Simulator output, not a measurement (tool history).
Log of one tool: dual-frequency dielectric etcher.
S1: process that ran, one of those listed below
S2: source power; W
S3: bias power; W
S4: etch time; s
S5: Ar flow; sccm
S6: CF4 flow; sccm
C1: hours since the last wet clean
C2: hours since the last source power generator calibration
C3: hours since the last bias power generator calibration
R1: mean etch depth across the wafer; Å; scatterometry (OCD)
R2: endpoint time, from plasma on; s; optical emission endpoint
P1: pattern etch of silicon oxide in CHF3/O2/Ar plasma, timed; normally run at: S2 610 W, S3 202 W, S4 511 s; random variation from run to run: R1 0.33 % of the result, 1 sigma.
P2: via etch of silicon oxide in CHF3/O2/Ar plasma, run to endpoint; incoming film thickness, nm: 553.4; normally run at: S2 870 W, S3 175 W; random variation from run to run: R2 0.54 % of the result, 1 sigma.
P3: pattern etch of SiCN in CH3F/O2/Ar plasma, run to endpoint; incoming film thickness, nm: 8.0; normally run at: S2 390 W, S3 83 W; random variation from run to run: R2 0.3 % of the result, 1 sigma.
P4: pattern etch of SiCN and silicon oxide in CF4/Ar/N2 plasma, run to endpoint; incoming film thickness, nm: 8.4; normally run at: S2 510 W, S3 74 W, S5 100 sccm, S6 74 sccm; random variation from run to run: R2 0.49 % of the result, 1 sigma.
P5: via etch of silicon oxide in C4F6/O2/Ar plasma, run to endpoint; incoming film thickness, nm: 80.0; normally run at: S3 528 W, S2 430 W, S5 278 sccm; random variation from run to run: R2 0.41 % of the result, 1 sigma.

run,day,S1,S2,S3,S4,S5,S6,C1,C2,C3,R1,R2
1,0.671,P1,610,202,511,,,324.4,997.6,1079.3,10744,
2,1.012,P1,420,142,511,,,332.6,1005.8,1087.5,8295.9,
3,1.512,P1,610,202,340.5,,,344.6,1017.8,1099.5,7148.2,
4,2.229,P4,510,74,,100,104,361.8,1035,1116.7,,8.1406
5,2.683,P3,390,118,,,,372.7,1045.9,1127.6,,17.945
6,3.1,P4,510,74,,74,74,382.7,1055.9,1137.6,,8.2044
7,3.729,P2,530,175,,,,397.8,1071,1152.7,,297.2
8,4.067,P1,610,156,511,,,405.9,1079.1,1160.8,9831.1,
9,4.488,P5,430,528,,278,,416,1089.2,1170.9,,16.622
10,5.196,P1,460,202,511,,,433,1106.2,1187.9,9665.8,
11,5.533,P5,430,366,,278,,441.1,1114.3,1196,,18.977
12,5.888,P3,390,83,,,,449.6,1122.8,1204.5,,20.419
13,6.571,P5,430,528,,278,,466,1139.2,1220.9,,16.669
14,6.996,P1,610,202,511,,,476.2,1149.4,1231.1,10793,
15,7.471,P1,610,252,511,,,487.6,1160.8,1242.5,11660,
16,7.971,P2,870,175,,,,499.6,1172.8,1254.5,,245.5
17,8.642,P1,610,202,707,,,515.7,1188.9,1270.6,14803,
18,9.312,P1,610,202,511,,,531.8,1205,1286.7,10756,
19,9.675,P5,290,528,,278,,540.5,1213.7,1295.4,,19.19
20,10.175,P5,430,528,,206,,552.5,1225.7,1307.4,,16.025
21,10.717,P1,610,202,511,,,565.5,1238.7,1320.4,10705,
22,11.092,P4,390,74,,100,74,574.5,1247.7,1329.4,,10.852
23,11.562,P1,610,202,511,,,585.8,1259,1340.7,10726,
24,12.221,P1,610,202,511,,,601.6,1274.8,1356.5,10734,
25,12.804,P1,810,202,511,,,615.6,1288.8,1370.5,11975,
26,13.192,P4,510,58,,100,74,624.9,1298.1,1379.8,,9.3047
27,13.662,P2,870,138,,,,636.2,1309.4,1391.1,,265.94
28,14.238,P4,510,74,,100,74,650,1323.2,1404.9,,8.5507
29,14.671,P3,260,83,,,,660.4,1333.6,1415.3,,23.773
30,15.242,P1,610,202,511,,,674.1,1347.3,1429,10751,
31,15.554,P1,610,202,511,,,681.6,1354.8,1436.5,10759,
32,16.012,P1,610,202,511,,,692.6,1365.8,1447.5,10803,
33,16.712,P1,610,202,511,,,709.4,1382.6,1464.3,10834,
34,17.062,P1,610,202,511,,,717.8,1391,1472.7,10874,
35,17.425,P1,610,202,511,,,726.5,1399.7,1481.4,10910,
# day 17.729: wet clean of the chamber
36,18.05,P1,610,202,511,,,7.8,1414.7,1496.4,10881,
37,18.521,P1,610,202,511,,,19.1,1426,1507.7,10953,
38,18.912,P1,610,202,511,,,28.5,1435.4,1517.1,10948,
39,19.504,P1,610,202,511,,,42.7,1449.6,1531.3,10881,
40,20.046,P1,610,202,511,,,55.7,1462.6,1544.3,10999,

What P1 gives has crept away from where it was. These 2 causes fit the log equally well, each at the size given:
A: source power that arrives over what is set, % = 4.45
B: bias power that arrives over what is set, % = 4.91
The creep began at about day 15.242.
Why every other cause is out:
chamber walls in a state that raises the etch rate, %: serviced at day 17.729, which brought nothing back

4 check runs are offered, each on 3 wafers whose results are averaged, their results left as question marks. Which one tells the causes apart?
check 1,20.588,P2,870,175,,,,,,,,?
check 2,20.588,P5,430,528,,278,,,,,,?
check 3,20.588,P4,510,74,,100,74,,,,,?
check 4,20.588,P3,390,83,,,,,,,,?

What each check would give under each cause:
check,result,if A,if B
check 1,R2,241.85,242.12
check 2,R2,16.312,16.279
check 3,R2,8.2474,8.4343
check 4,R2,20.126,20.099
How far apart the two closest causes lie, in the result that separates them most: check 1 0.11 %; check 2 0.2 %; check 3 2.24 %; check 4 0.13 %
Check 3 tells the causes apart: in the others they would give nearly the same result.

Then check 3 was run and gave: R2 8.2111 s. Which cause is it?

It is A: source power that arrives over what is set, %.
